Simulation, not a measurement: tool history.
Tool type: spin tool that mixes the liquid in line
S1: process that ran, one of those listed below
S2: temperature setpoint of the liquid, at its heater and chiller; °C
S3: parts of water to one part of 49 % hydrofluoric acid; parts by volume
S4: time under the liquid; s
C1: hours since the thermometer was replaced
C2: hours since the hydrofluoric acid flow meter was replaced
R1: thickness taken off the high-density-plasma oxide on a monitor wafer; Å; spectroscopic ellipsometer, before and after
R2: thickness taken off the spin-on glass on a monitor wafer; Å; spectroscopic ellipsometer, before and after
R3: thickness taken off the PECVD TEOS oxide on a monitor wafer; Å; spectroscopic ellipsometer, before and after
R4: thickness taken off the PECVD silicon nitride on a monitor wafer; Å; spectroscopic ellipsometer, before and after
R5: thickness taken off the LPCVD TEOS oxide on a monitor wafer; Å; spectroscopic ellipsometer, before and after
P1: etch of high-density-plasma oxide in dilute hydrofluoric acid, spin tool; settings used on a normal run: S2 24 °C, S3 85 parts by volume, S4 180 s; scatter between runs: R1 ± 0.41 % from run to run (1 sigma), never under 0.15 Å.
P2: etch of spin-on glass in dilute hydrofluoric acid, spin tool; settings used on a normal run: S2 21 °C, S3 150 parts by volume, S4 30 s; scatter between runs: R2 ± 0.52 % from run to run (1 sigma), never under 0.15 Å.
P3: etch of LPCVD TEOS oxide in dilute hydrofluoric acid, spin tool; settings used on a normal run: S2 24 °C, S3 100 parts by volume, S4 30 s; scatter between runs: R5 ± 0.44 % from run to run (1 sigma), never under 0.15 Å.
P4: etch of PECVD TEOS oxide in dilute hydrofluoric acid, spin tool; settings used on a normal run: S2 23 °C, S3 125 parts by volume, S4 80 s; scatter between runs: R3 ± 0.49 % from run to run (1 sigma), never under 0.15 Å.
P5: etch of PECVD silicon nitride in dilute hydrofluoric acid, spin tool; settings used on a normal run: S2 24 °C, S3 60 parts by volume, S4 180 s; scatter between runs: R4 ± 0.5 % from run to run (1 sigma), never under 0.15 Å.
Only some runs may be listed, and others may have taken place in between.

run 1 hour=16.4 | S1=P1 S2=24 S3=85 S4=180 | C1=1861 C2=144.2 | R1=127.46
run 2 hour=33.3 | S1=P2 S2=21 S3=150 S4=60 | C1=1877.9 C2=161.1 | R2=111.63
run 3 hour=50.9 | S1=P2 S2=21 S3=55 S4=30 | C1=1895.5 C2=178.7 | R2=170.89
-- hour=59 thermometer replaced
run 4 hour=63.8 | S1=P4 S2=28.5 S3=125 S4=80 | C1=4.8 C2=191.6 | R3=62.779
run 5 hour=80 | S1=P1 S2=24 S3=85 S4=280 | C1=21 C2=207.8 | R1=196.75
run 6 hour=92.5 | S1=P4 S2=23 S3=125 S4=145 | C1=33.5 C2=220.3 | R3=92.186
run 7 hour=100.8 | S1=P5 S2=24 S3=20 S4=180 | C1=41.8 C2=228.6 | R4=316.64
run 8 hour=115.8 | S1=P1 S2=29 S3=85 S4=180 | C1=56.8 C2=243.6 | R1=154.26
run 9 hour=132.9 | S1=P2 S2=17 S3=150 S4=30 | C1=73.9 C2=260.7 | R2=47.298
run 10 hour=145.1 | S1=P1 S2=24 S3=85 S4=90 | C1=86.1 C2=272.9 | R1=63.488
run 11 hour=156.4 | S1=P1 S2=17 S3=35 S4=180 | C1=97.4 C2=284.2 | R1=243.73
run 12 hour=168.1 | S1=P1 S2=24 S3=85 S4=180 | C1=109.1 C2=295.9 | R1=126.57
run 13 hour=184.8 | S1=P1 S2=24 S3=85 S4=180 | C1=125.8 C2=312.6 | R1=125.62
run 14 hour=194.1 | S1=P3 S2=24 S3=100 S4=55 | C1=135.1 C2=321.9 | R5=126.56
run 15 hour=204.2 | S1=P1 S2=24 S3=85 S4=180 | C1=145.2 C2=332 | R1=127.02
run 16 hour=216.3 | S1=P1 S2=19.5 S3=85 S4=180 | C1=157.3 C2=344.1 | R1=105.97
run 17 hour=226.5 | S1=P1 S2=24 S3=85 S4=180 | C1=167.5 C2=354.3 | R1=126.57
run 18 hour=244.2 | S1=P3 S2=24 S3=150 S4=30 | C1=185.2 C2=372 | R5=43.456
run 19 hour=262 | S1=P1 S2=18 S3=125 S4=180 | C1=203 C2=389.8 | R1=64.934
run 20 hour=276.5 | S1=P4 S2=23 S3=180 S4=80 | C1=217.5 C2=404.3 | R3=32.645
run 21 hour=284.7 | S1=P3 S2=24 S3=100 S4=30 | C1=225.7 C2=412.5 | R5=68.857
run 22 hour=297.1 | S1=P4 S2=23 S3=125 S4=80 | C1=238.1 C2=424.9 | R3=50.173
run 23 hour=313.6 | S1=P2 S2=21 S3=150 S4=30 | C1=254.6 C2=441.4 | R2=55.855
run 24 hour=329.7 | S1=P5 S2=31.5 S3=60 S4=180 | C1=270.7 C2=457.5 | R4=177.18
run 25 hour=344.1 | S1=P1 S2=24 S3=55 S4=180 | C1=285.1 C2=471.9 | R1=203.62
run 26 hour=355.2 | S1=P5 S2=24 S3=60 S4=85 | C1=296.2 C2=483 | R4=51.545
run 27 hour=371 | S1=P5 S2=24 S3=60 S4=180 | C1=312 C2=498.8 | R4=109.03
run 28 hour=385.9 | S1=P1 S2=28.5 S3=35 S4=180 | C1=326.9 C2=513.7 | R1=397.85
run 29 hour=399.9 | S1=P2 S2=21 S3=150 S4=30 | C1=340.9 C2=527.7 | R2=55.969
run 30 hour=415.7 | S1=P1 S2=24 S3=125 S4=180 | C1=356.7 C2=543.5 | R1=82.533
run 31 hour=428.6 | S1=P4 S2=23 S3=125 S4=80 | C1=369.6 C2=556.4 | R3=50.574
run 32 hour=445.6 | S1=P3 S2=24 S3=100 S4=30 | C1=386.6 C2=573.4 | R5=69.147
run 33 hour=462.8 | S1=P3 S2=31 S3=100 S4=30 | C1=403.8 C2=590.6 | R5=90.016
run 34 hour=480.2 | S1=P1 S2=24 S3=85 S4=180 | C1=421.2 C2=608 | R1=127.32
run 35 hour=490.6 | S1=P1 S2=24 S3=85 S4=180 | C1=431.6 C2=618.4 | R1=124.23
run 36 hour=507.6 | S1=P1 S2=24 S3=85 S4=180 | C1=448.6 C2=635.4 | R1=120.42
run 37 hour=520.2 | S1=P1 S2=24 S3=85 S4=180 | C1=461.2 C2=648 | R1=119.41
run 38 hour=536.7 | S1=P1 S2=24 S3=85 S4=180 | C1=477.7 C2=664.5 | R1=118.72
run 39 hour=545.3 | S1=P1 S2=24 S3=85 S4=180 | C1=486.3 C2=673.1 | R1=118.03
run 40 hour=559 | S1=P1 S2=24 S3=85 S4=180 | C1=500 C2=686.8 | R1=117.15
run 41 hour=572.7 | S1=P1 S2=24 S3=85 S4=180 | C1=513.7 C2=700.5 | R1=117.03
run 42 hour=589.4 | S1=P1 S2=24 S3=85 S4=180 | C1=530.4 C2=717.2 | R1=117.21
run 43 hour=602.5 | S1=P1 S2=24 S3=85 S4=180 | C1=543.5 C2=730.3 | R1=116.59
run 44 hour=612 | S1=P1 S2=24 S3=85 S4=180 | C1=553 C2=739.8 | R1=117.12
run 45 hour=629.9 | S1=P1 S2=24 S3=85 S4=180 | C1=570.9 C2=757.7 | R1=115.98

P1 no longer gives what it gave before; its output has crept away from where it was. The following 2 causes, each at its listed size, fit the log equally well:
A: hydrofluoric acid flow below the setpoint (%) = 7.41
B: liquid colder than its thermometer reads (K) = 2.12
The drift started at roughly hour 480.2.

Of the 4 check runs listed below, each run on one wafer and each result written as a question mark, which would let you distinguish the listed causes because they would give clearly different results?
run check 1 hour=647.8 | S1=P5 S2=24 S3=60 S4=180 | R4=?
run check 2 hour=647.8 | S1=P3 S2=24 S3=100 S4=30 | R5=?
run check 3 hour=647.8 | S1=P4 S2=23 S3=125 S4=80 | R3=?
run check 4 hour=647.8 | S1=P2 S2=21 S3=150 S4=30 | R2=?

If the cause were each of the candidates in turn, the checks would give the following:
check=check_1 result=R4 if_A=101.35 if_B=94.698
check=check_2 result=R5 if_A=63.22 if_B=63.342
check=check_3 result=R3 if_A=46.162 if_B=46.361
check=check_4 result=R2 if_A=51.226 if_B=51.495
How far apart the two closest causes lie, in the result that separates them most: check 1 6.78 %; check 2 0.19 %; check 3 0.43 %; check 4 0.52 %
Only in check 1 would the causes give clearly different results; in the remaining checks their results would be nearly the same.

Check 1 has now been run. It gave: R4 94.506 Å. Which of the candidate causes is it?

B is the cause: liquid colder than its thermometer reads (K).
